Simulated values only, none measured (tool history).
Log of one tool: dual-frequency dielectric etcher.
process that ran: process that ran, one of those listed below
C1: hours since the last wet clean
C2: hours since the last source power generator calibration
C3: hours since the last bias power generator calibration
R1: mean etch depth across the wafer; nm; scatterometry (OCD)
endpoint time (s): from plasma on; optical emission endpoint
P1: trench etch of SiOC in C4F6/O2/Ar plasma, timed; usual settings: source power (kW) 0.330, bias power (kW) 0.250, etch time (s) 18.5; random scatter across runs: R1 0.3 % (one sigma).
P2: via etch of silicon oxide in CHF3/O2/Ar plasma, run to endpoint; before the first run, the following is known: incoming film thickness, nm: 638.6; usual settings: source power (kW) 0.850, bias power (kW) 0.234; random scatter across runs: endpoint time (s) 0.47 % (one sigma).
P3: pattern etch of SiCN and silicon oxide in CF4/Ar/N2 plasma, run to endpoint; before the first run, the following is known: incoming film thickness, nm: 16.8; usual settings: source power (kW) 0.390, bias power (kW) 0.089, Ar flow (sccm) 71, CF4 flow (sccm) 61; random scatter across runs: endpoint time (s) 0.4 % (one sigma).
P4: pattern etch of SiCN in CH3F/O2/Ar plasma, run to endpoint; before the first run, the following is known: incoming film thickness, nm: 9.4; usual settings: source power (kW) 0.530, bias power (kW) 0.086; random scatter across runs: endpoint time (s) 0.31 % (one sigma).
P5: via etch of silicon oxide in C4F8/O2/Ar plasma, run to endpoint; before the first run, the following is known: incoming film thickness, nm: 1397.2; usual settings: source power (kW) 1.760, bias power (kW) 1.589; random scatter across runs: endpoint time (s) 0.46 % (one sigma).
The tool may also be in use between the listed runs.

Run 1, hour 5.5: process that ran P1, source power (kW) 0.330, bias power (kW) 0.250, etch time (s) 18.5; C1 418.8; C2 724.3; C3 845.9. Result: R1 40.602 nm.
Run 2, hour 9.2: process that ran P1, source power (kW) 0.330, bias power (kW) 0.250, etch time (s) 18.5; C1 422.5; C2 728.0; C3 849.6. Result: R1 40.564 nm.
Run 3, hour 12.8: process that ran P5, source power (kW) 1.180, bias power (kW) 1.589; C1 426.1; C2 731.6; C3 853.2. Result: endpoint time (s) 373.750.
Run 4, hour 16.0: process that ran P1, source power (kW) 0.330, bias power (kW) 0.250, etch time (s) 18.5; C1 429.3; C2 734.8; C3 856.4. Result: R1 40.525 nm.
Run 5, hour 19.4: process that ran P4, source power (kW) 0.530, bias power (kW) 0.114; C1 432.7; C2 738.2; C3 859.8. Result: endpoint time (s) 18.863.
Run 6, hour 23.2: process that ran P1, source power (kW) 0.250, bias power (kW) 0.250, etch time (s) 18.5; C1 436.5; C2 742.0; C3 863.6. Result: R1 36.529 nm.
Run 7, hour 26.7: process that ran P3, source power (kW) 0.390, bias power (kW) 0.089, Ar flow (sccm) 43, CF4 flow (sccm) 61; C1 440.0; C2 745.5; C3 867.1. Result: endpoint time (s) 18.797.
Run 8, hour 31.7: process that ran P4, source power (kW) 0.530, bias power (kW) 0.086; C1 445.0; C2 750.5; C3 872.1. Result: endpoint time (s) 20.950.
Run 9, hour 36.6: process that ran P5, source power (kW) 1.760, bias power (kW) 2.167; C1 449.9; C2 755.4; C3 877.0. Result: endpoint time (s) 290.860.
Run 10, hour 40.6: process that ran P2, source power (kW) 0.540, bias power (kW) 0.234; C1 453.9; C2 759.4; C3 881.0. Result: endpoint time (s) 316.590.
Run 11, hour 44.4: process that ran P1, source power (kW) 0.330, bias power (kW) 0.347, etch time (s) 25.0; C1 457.7; C2 763.2; C3 884.8. Result: R1 61.434 nm.
Run 12, hour 49.7: process that ran P4, source power (kW) 0.530, bias power (kW) 0.086; C1 463.0; C2 768.5; C3 890.1. Result: endpoint time (s) 21.027.
Run 13, hour 55.6: process that ran P1, source power (kW) 0.330, bias power (kW) 0.250, etch time (s) 18.5; C1 468.9; C2 774.4; C3 896.0. Result: R1 40.622 nm.
Run 14, hour 60.5: process that ran P4, source power (kW) 0.380, bias power (kW) 0.086; C1 473.8; C2 779.3; C3 900.9. Result: endpoint time (s) 23.920.
Run 15, hour 65.5: process that ran P1, source power (kW) 0.330, bias power (kW) 0.250, etch time (s) 18.5; C1 478.8; C2 784.3; C3 905.9. Result: R1 40.359 nm.
Run 16, hour 70.7: process that ran P5, source power (kW) 1.760, bias power (kW) 1.589; C1 484.0; C2 789.5; C3 911.1. Result: endpoint time (s) 319.050.
Run 17, hour 74.8: process that ran P1, source power (kW) 0.430, bias power (kW) 0.162, etch time (s) 18.5; C1 488.1; C2 793.6; C3 915.2. Result: R1 38.950 nm.
Run 18, hour 79.1: process that ran P3, source power (kW) 0.390, bias power (kW) 0.089, Ar flow (sccm) 71, CF4 flow (sccm) 61; C1 492.4; C2 797.9; C3 919.5. Result: endpoint time (s) 19.901.
Run 19, hour 85.0: process that ran P1, source power (kW) 0.460, bias power (kW) 0.250, etch time (s) 18.5; C1 498.3; C2 803.8; C3 925.4. Result: R1 46.127 nm.
Run 20, hour 89.6: process that ran P1, source power (kW) 0.330, bias power (kW) 0.250, etch time (s) 18.5; C1 502.9; C2 808.4; C3 930.0. Result: R1 40.762 nm.
Run 21, hour 95.4: process that ran P1, source power (kW) 0.330, bias power (kW) 0.353, etch time (s) 18.5; C1 508.7; C2 814.2; C3 935.8. Result: R1 45.612 nm.
Run 22, hour 100.4: process that ran P1, source power (kW) 0.330, bias power (kW) 0.250, etch time (s) 18.5; C1 513.7; C2 819.2; C3 940.8. Result: R1 40.401 nm.
Run 23, hour 104.9: process that ran P1, source power (kW) 0.330, bias power (kW) 0.250, etch time (s) 24.0; C1 518.2; C2 823.7; C3 945.3. Result: R1 52.560 nm.
Run 24, hour 108.2: process that ran P2, source power (kW) 0.850, bias power (kW) 0.234; C1 521.5; C2 827.0; C3 948.6. Result: endpoint time (s) 265.520.
Run 25, hour 112.4: process that ran P1, source power (kW) 0.330, bias power (kW) 0.170, etch time (s) 18.5; C1 525.7; C2 831.2; C3 952.8. Result: R1 35.768 nm.
Run 26, hour 115.7: process that ran P1, source power (kW) 0.330, bias power (kW) 0.250, etch time (s) 13.5; C1 529.0; C2 834.5; C3 956.1. Result: R1 29.556 nm.
Run 27, hour 119.8: process that ran P3, source power (kW) 0.390, bias power (kW) 0.089, Ar flow (sccm) 71, CF4 flow (sccm) 47; C1 533.1; C2 838.6; C3 960.2. Result: endpoint time (s) 20.580.
Run 28, hour 124.9: process that ran P2, source power (kW) 0.850, bias power (kW) 0.234; C1 538.2; C2 843.7; C3 965.3. Result: endpoint time (s) 262.460.
Run 29, hour 127.9: process that ran P3, source power (kW) 0.390, bias power (kW) 0.053, Ar flow (sccm) 71, CF4 flow (sccm) 61; C1 541.2; C2 846.7; C3 968.3. Result: endpoint time (s) 23.594.
Run 30, hour 130.8: process that ran P3, source power (kW) 0.250, bias power (kW) 0.089, Ar flow (sccm) 71, CF4 flow (sccm) 61; C1 544.1; C2 849.6; C3 971.2. Result: endpoint time (s) 29.412.
Run 31, hour 134.7: process that ran P2, source power (kW) 0.850, bias power (kW) 0.153; C1 548.0; C2 853.5; C3 975.1. Result: endpoint time (s) 303.840.
Run 32, hour 140.6: process that ran P1, source power (kW) 0.330, bias power (kW) 0.250, etch time (s) 18.5; C1 553.9; C2 859.4; C3 981.0. Result: R1 40.474 nm.
Run 33, hour 143.7: process that ran P1, source power (kW) 0.330, bias power (kW) 0.250, etch time (s) 18.5; C1 557.0; C2 862.5; C3 984.1. Result: R1 40.718 nm.
Run 34, hour 148.6: process that ran P1, source power (kW) 0.330, bias power (kW) 0.250, etch time (s) 18.5; C1 561.9; C2 867.4; C3 989.0. Result: R1 40.765 nm.
Run 35, hour 153.7: process that ran P1, source power (kW) 0.330, bias power (kW) 0.250, etch time (s) 18.5; C1 567.0; C2 872.5; C3 994.1. Result: R1 41.044 nm.
Run 36, hour 159.8: process that ran P1, source power (kW) 0.330, bias power (kW) 0.250, etch time (s) 18.5; C1 573.1; C2 878.6; C3 1000.2. Result: R1 41.139 nm.
Run 37, hour 164.7: process that ran P1, source power (kW) 0.330, bias power (kW) 0.250, etch time (s) 18.5; C1 578.0; C2 883.5; C3 1005.1. Result: R1 41.016 nm.
Run 38, hour 169.3: process that ran P1, source power (kW) 0.330, bias power (kW) 0.250, etch time (s) 18.5; C1 582.6; C2 888.1; C3 1009.7. Result: R1 41.108 nm.
At hour 171.6: wet clean of the chamber.
Run 39, hour 172.1: process that ran P1, source power (kW) 0.330, bias power (kW) 0.250, etch time (s) 18.5; C1 0.6; C2 890.9; C3 1012.5. Result: R1 41.085 nm.
Run 40, hour 177.0: process that ran P1, source power (kW) 0.330, bias power (kW) 0.250, etch time (s) 18.5; C1 5.5; C2 895.8; C3 1017.4. Result: R1 41.009 nm.
Run 41, hour 179.7: process that ran P1, source power (kW) 0.330, bias power (kW) 0.250, etch time (s) 18.5; C1 8.2; C2 898.5; C3 1020.1. Result: R1 41.343 nm.
Run 42, hour 185.5: process that ran P1, source power (kW) 0.330, bias power (kW) 0.250, etch time (s) 18.5; C1 14.0; C2 904.3; C3 1025.9. Result: R1 41.353 nm.
Run 43, hour 188.6: process that ran P1, source power (kW) 0.330, bias power (kW) 0.250, etch time (s) 18.5; C1 17.1; C2 907.4; C3 1029.0. Result: R1 40.941 nm.

P1 no longer gives what it gave before; its output has crept away from where it was. The following 2 causes, each at its listed size, fit the log equally well:
A: source power that arrives over what is set, % = 4
B: bias power that arrives over what is set, % = 4.44
The creep began at about hour 140.6.
Why every other cause is out:
chamber walls in a state that raises the etch rate, %: serviced at hour 171.6, which brought nothing back

Which of the check runs below tells the causes apart, meaning the causes would give it clearly different results? Each run uses 2 wafers whose results are averaged, and each result is shown as a question mark.
Run check 1, hour 191.7: process that ran P2, source power (kW) 0.640, bias power (kW) 0.198. Result: endpoint time (s) ?.
Run check 2, hour 191.7: process that ran P3, source power (kW) 0.390, bias power (kW) 0.065, Ar flow (sccm) 44, CF4 flow (sccm) 61. Result: endpoint time (s) ?.
Run check 3, hour 191.7: process that ran P4, source power (kW) 0.530, bias power (kW) 0.114. Result: endpoint time (s) ?.
Run check 4, hour 191.7: process that ran P5, source power (kW) 1.260, bias power (kW) 2.092. Result: endpoint time (s) ?.

If the cause were each of the candidates in turn, the checks would give the following:
  check             result     if A     if B
check 1  endpoint time (s)  308.050  308.070
check 2  endpoint time (s)   20.048   20.489
check 3  endpoint time (s)   18.697   18.658
check 4  endpoint time (s)  330.900  331.710
Distance between the nearest two causes, measured in the result of the check that separates them most: check 1 0.01 %; check 2 2.18 %; check 3 0.21 %; check 4 0.24 %
Check 2 distinguishes between the causes, while the remaining checks would return nearly the same result for all of them.

Running check 2 produced the following: endpoint time (s) 20.140. Which one of the listed causes fits?

Of the candidate causes, it is A: source power that arrives over what is set, %.

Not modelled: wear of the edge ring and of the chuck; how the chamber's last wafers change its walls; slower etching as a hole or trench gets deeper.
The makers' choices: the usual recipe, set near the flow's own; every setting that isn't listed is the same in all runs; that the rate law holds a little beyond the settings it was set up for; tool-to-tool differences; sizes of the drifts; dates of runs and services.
